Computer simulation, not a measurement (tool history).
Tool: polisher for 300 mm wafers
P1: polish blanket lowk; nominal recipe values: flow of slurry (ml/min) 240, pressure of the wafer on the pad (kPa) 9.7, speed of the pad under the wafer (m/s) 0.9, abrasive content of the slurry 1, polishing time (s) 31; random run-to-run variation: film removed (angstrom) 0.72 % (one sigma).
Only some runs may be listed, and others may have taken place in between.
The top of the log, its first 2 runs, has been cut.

run,hour,flow of slurry (ml/min),pressure of the wafer on the pad (kPa),speed of the pad under the wafer (m/s),abrasive content of the slurry,polishing time (s),wafers polished on this pad,hours since the slurry nozzle was cleaned,hours since the head pressure was calibrated,hours since the slurry blender was calibrated,hours since the conditioning disc was replaced,film removed (angstrom)
3,10.5,150,9.7,0.9,1,31,639,314.4,246.5,348.5,31.3,83.688
4,12.7,240,4.1,0.9,1,31,669,316.6,248.7,350.7,33.5,37.881
5,16.7,240,9.7,0.9,1,31,723,320.6,252.7,354.7,37.5,88.745
6,21.1,240,9.7,0.9,1.25,31,782,325,257.1,359.1,41.9,98.086
7,24.2,240,9.7,0.9,1,15,824,328.1,260.2,362.2,45,43.591
8,27.5,240,9.7,0.9,1,31,869,331.4,263.5,365.5,48.3,89.534
9,29.6,240,9.7,0.4,1.3,31,897,333.5,265.6,367.6,50.4,52.454
# hour 30.7: worn pad replaced by a new one
10,31.5,240,9.7,0.42,1,31,11,335.4,267.5,369.5,52.3,48.671
11,35.4,240,9.7,0.9,0.55,31,64,339.3,271.4,373.4,56.2,66.268
12,38.5,240,15.2,0.9,1,31,106,342.4,274.5,376.5,59.3,141.09
13,42.8,240,9.7,1.32,1,31,164,346.7,278.8,380.8,63.6,122.77
14,45.7,170,9.7,0.9,1,41,203,349.6,281.7,383.7,66.5,111.85
# hour 46.4: slurry blender recalibrated
15,50,240,9.7,0.9,1,31,261,353.9,286,3.7,70.8,90.446
16,53.2,315,9.7,0.9,1,31,304,357.1,289.2,6.9,74,91.938
17,57.5,240,12.4,0.68,1,31,362,361.4,293.5,11.2,78.3,92.218
18,61.2,240,9.7,0.9,1,49,412,365.1,297.2,14.9,82,141.93
19,65.6,240,9.7,0.9,1,31,471,369.5,301.6,19.3,86.4,89.425
20,67.6,240,9.7,0.9,1,31,498,371.5,303.6,21.3,88.4,87.8
21,71.2,240,9.7,0.9,1,31,546,375.1,307.2,24.9,92,86.694
22,73.7,240,9.7,0.9,1,31,580,377.6,309.7,27.4,94.5,85.811
23,76.8,240,9.7,0.9,1,31,622,380.7,312.8,30.5,97.6,85.541
24,81.1,240,9.7,0.9,1,31,680,385,317.1,34.8,101.9,83.618
# hour 82.2: worn pad replaced by a new one
# hour 84: slurry nozzle cleaned
25,84.4,240,9.7,0.9,1,31,30,0.5,320.4,38.1,105.2,83.224
26,87.1,240,9.7,0.9,1,31,66,3.2,323.1,40.8,107.9,83.616
# hour 90.8: conditioning disc replaced and pad reconditioned
27,91.2,240,9.7,0.9,1,31,122,7.3,327.2,44.9,0.4,82.772

Estimate the outcome of run 28 from the log above:
28,95.4,240,9.7,0.9,1,31,178,11.5,331.4,49.1,4.6,?

film removed (angstrom): 83.071

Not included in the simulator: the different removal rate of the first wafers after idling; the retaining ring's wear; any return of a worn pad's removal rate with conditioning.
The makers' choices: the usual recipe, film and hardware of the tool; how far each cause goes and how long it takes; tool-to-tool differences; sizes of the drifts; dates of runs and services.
